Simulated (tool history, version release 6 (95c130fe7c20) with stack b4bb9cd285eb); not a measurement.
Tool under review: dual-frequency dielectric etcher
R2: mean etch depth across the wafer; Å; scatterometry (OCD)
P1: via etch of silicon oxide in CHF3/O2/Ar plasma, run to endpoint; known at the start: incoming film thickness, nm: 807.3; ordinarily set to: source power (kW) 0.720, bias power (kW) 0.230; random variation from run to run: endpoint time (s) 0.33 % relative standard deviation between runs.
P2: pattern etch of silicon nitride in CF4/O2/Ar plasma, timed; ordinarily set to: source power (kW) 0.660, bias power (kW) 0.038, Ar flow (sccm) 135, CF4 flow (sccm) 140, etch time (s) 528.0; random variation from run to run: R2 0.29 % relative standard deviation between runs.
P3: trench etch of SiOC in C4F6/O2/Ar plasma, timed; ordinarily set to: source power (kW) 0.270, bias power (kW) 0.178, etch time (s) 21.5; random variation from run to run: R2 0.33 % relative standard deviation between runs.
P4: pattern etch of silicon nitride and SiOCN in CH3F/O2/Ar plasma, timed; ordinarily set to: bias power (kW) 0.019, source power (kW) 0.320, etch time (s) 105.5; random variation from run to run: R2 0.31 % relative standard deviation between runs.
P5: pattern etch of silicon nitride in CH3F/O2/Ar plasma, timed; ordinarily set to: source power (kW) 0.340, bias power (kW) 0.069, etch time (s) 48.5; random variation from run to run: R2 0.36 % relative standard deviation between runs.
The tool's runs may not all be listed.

Run 1, day 0.312: process that ran P1, source power (kW) 0.720, bias power (kW) 0.230. Result: endpoint time (s) 346.88.
Run 2, day 0.458: process that ran P4, source power (kW) 0.320, bias power (kW) 0.019, etch time (s) 105.5. Result: R2 123.620 Å.
Run 3, day 0.717: process that ran P5, source power (kW) 0.260, bias power (kW) 0.069, etch time (s) 48.5. Result: R2 282.390 Å.
Run 4, day 1.017: process that ran P3, source power (kW) 0.270, bias power (kW) 0.222, etch time (s) 21.5. Result: R2 413.380 Å.
Run 5, day 1.233: process that ran P5, source power (kW) 0.340, bias power (kW) 0.069, etch time (s) 48.5. Result: R2 313.260 Å.
Run 6, day 1.371: process that ran P5, source power (kW) 0.340, bias power (kW) 0.069, etch time (s) 48.5. Result: R2 312.960 Å.
Run 7, day 1.667: process that ran P5, source power (kW) 0.340, bias power (kW) 0.069, etch time (s) 28.0. Result: R2 181.480 Å.
Run 8, day 1.854: process that ran P3, source power (kW) 0.270, bias power (kW) 0.178, etch time (s) 21.5. Result: R2 382.910 Å.
Run 9, day 2.146: process that ran P3, source power (kW) 0.270, bias power (kW) 0.178, etch time (s) 21.5. Result: R2 384.460 Å.
Run 10, day 2.362: process that ran P5, source power (kW) 0.340, bias power (kW) 0.051, etch time (s) 48.5. Result: R2 284.910 Å.
Run 11, day 2.538: process that ran P4, source power (kW) 0.320, bias power (kW) 0.019, etch time (s) 78.0. Result: R2 91.636 Å.
Run 12, day 2.683: process that ran P1, source power (kW) 0.720, bias power (kW) 0.230. Result: endpoint time (s) 346.99.
Run 13, day 2.854: process that ran P2, source power (kW) 0.660, bias power (kW) 0.038, etch time (s) 528.0, Ar flow (sccm) 135, CF4 flow (sccm) 84. Result: R2 10871.000 Å.
Run 14, day 3.038: process that ran P2, source power (kW) 0.500, bias power (kW) 0.038, etch time (s) 528.0, Ar flow (sccm) 135, CF4 flow (sccm) 140. Result: R2 9211.600 Å.
Run 15, day 3.225: process that ran P1, source power (kW) 0.720, bias power (kW) 0.230. Result: endpoint time (s) 347.32.
At day 3.312: source power generator calibrated.
Run 16, day 3.517: process that ran P1, source power (kW) 0.850, bias power (kW) 0.230. Result: endpoint time (s) 324.14.
Run 17, day 3.829: process that ran P2, source power (kW) 0.660, bias power (kW) 0.038, etch time (s) 528.0, Ar flow (sccm) 135, CF4 flow (sccm) 140. Result: R2 11735.000 Å.
Run 18, day 4.083: process that ran P1, source power (kW) 0.720, bias power (kW) 0.275. Result: endpoint time (s) 324.68.
Run 19, day 4.308: process that ran P1, source power (kW) 0.720, bias power (kW) 0.177. Result: endpoint time (s) 377.54.
Run 20, day 4.567: process that ran P4, source power (kW) 0.320, bias power (kW) 0.025, etch time (s) 105.5. Result: R2 140.160 Å.
Run 21, day 4.704: process that ran P1, source power (kW) 0.720, bias power (kW) 0.230. Result: endpoint time (s) 344.66.
Run 22, day 4.846: process that ran P1, source power (kW) 0.600, bias power (kW) 0.285. Result: endpoint time (s) 342.42.
Run 23, day 5.071: process that ran P2, source power (kW) 0.660, bias power (kW) 0.029, etch time (s) 528.0, Ar flow (sccm) 135, CF4 flow (sccm) 140. Result: R2 10754.000 Å.
Run 24, day 5.300: process that ran P1, source power (kW) 0.720, bias power (kW) 0.230. Result: endpoint time (s) 344.84.
Run 25, day 5.583: process that ran P4, source power (kW) 0.260, bias power (kW) 0.019, etch time (s) 105.5. Result: R2 115.720 Å.
Run 26, day 5.792: process that ran P2, source power (kW) 0.660, bias power (kW) 0.038, etch time (s) 341.5, Ar flow (sccm) 135, CF4 flow (sccm) 140. Result: R2 7581.000 Å.
Run 27, day 6.050: process that ran P3, source power (kW) 0.270, bias power (kW) 0.178, etch time (s) 26.5. Result: R2 473.750 Å.
Run 28, day 6.296: process that ran P1, source power (kW) 0.500, bias power (kW) 0.230. Result: endpoint time (s) 396.71.
Run 29, day 6.562: process that ran P1, source power (kW) 0.720, bias power (kW) 0.230. Result: endpoint time (s) 347.19.
Run 30, day 6.788: process that ran P3, source power (kW) 0.170, bias power (kW) 0.178, etch time (s) 21.5. Result: R2 322.250 Å.
Run 31, day 6.950: process that ran P2, source power (kW) 0.660, bias power (kW) 0.038, etch time (s) 528.0, Ar flow (sccm) 105, CF4 flow (sccm) 140. Result: R2 12200.000 Å.
Run 32, day 7.129: process that ran P2, source power (kW) 0.660, bias power (kW) 0.038, etch time (s) 528.0, Ar flow (sccm) 135, CF4 flow (sccm) 140. Result: R2 11745.000 Å.
Run 33, day 7.300: process that ran P1, source power (kW) 0.720, bias power (kW) 0.230. Result: endpoint time (s) 346.59.
Run 34, day 7.471: process that ran P1, source power (kW) 0.720, bias power (kW) 0.230. Result: endpoint time (s) 344.83.
Run 35, day 7.775: process that ran P1, source power (kW) 0.720, bias power (kW) 0.230. Result: endpoint time (s) 342.16.
Run 36, day 7.929: process that ran P1, source power (kW) 0.720, bias power (kW) 0.230. Result: endpoint time (s) 342.81.
Run 37, day 8.179: process that ran P1, source power (kW) 0.720, bias power (kW) 0.230. Result: endpoint time (s) 342.98.
Run 38, day 8.367: process that ran P1, source power (kW) 0.720, bias power (kW) 0.230. Result: endpoint time (s) 339.82.
Run 39, day 8.575: process that ran P1, source power (kW) 0.720, bias power (kW) 0.230. Result: endpoint time (s) 342.71.
Run 40, day 8.746: process that ran P1, source power (kW) 0.720, bias power (kW) 0.230. Result: endpoint time (s) 340.85.
At day 8.796: wet clean of the chamber.
Run 41, day 8.896: process that ran P1, source power (kW) 0.720, bias power (kW) 0.230. Result: endpoint time (s) 341.22.
Run 42, day 9.112: process that ran P1, source power (kW) 0.720, bias power (kW) 0.230. Result: endpoint time (s) 339.31.
Run 43, day 9.396: process that ran P1, source power (kW) 0.720, bias power (kW) 0.230. Result: endpoint time (s) 340.88.
Run 44, day 9.562: process that ran P1, source power (kW) 0.720, bias power (kW) 0.230. Result: endpoint time (s) 340.13.

Compared with where it was, what P1 gives has crept away. Each cause listed below fits the log as well as the rest, at the size given for it:
A: source power that arrives over what is set, % = 4.41
B: bias power that arrives over what is set, % = 4.78
The process output started creeping at around day 7.300.
Every other cause this tool's parts could produce, and why it does not fit the log:
chamber walls in a state that raises the etch rate, %: was serviced at day 8.796, once the creep was under way, yet the earlier output never came back

Listed below are the offered check runs, one wafer per run, with question marks in place of results. For which of them would the causes give clearly different outcomes?
Run check 1, day 9.729: process that ran P4, source power (kW) 0.320, bias power (kW) 0.019, etch time (s) 105.5. Result: R2 ?.
Run check 2, day 9.729: process that ran P2, source power (kW) 0.660, bias power (kW) 0.038, etch time (s) 528.0, Ar flow (sccm) 135, CF4 flow (sccm) 140. Result: R2 ?.
Run check 3, day 9.729: process that ran P3, source power (kW) 0.270, bias power (kW) 0.178, etch time (s) 21.5. Result: R2 ?.
Run check 4, day 9.729: process that ran P5, source power (kW) 0.340, bias power (kW) 0.069, etch time (s) 48.5. Result: R2 ?.

If the cause were each of the candidates in turn, the checks would give the following:
  check  result       if A       if B
check 1      R2    125.810    126.510
check 2      R2  12230.000  11963.000
check 3      R2    390.380    389.820
check 4      R2    318.800    318.730
Smallest distance between any two causes, each pair judged by its most separating result, in per cent: check 1 0.55 %; check 2 2.2 %; check 3 0.14 %; check 4 0.02 %
Only in check 2 would the causes give clearly different results; in the remaining checks their results would be nearly the same.

Running check 2 produced the following: R2 11964.000 Å. Which one of the listed causes fits?

Of the candidate causes, it is B: bias power that arrives over what is set, %.
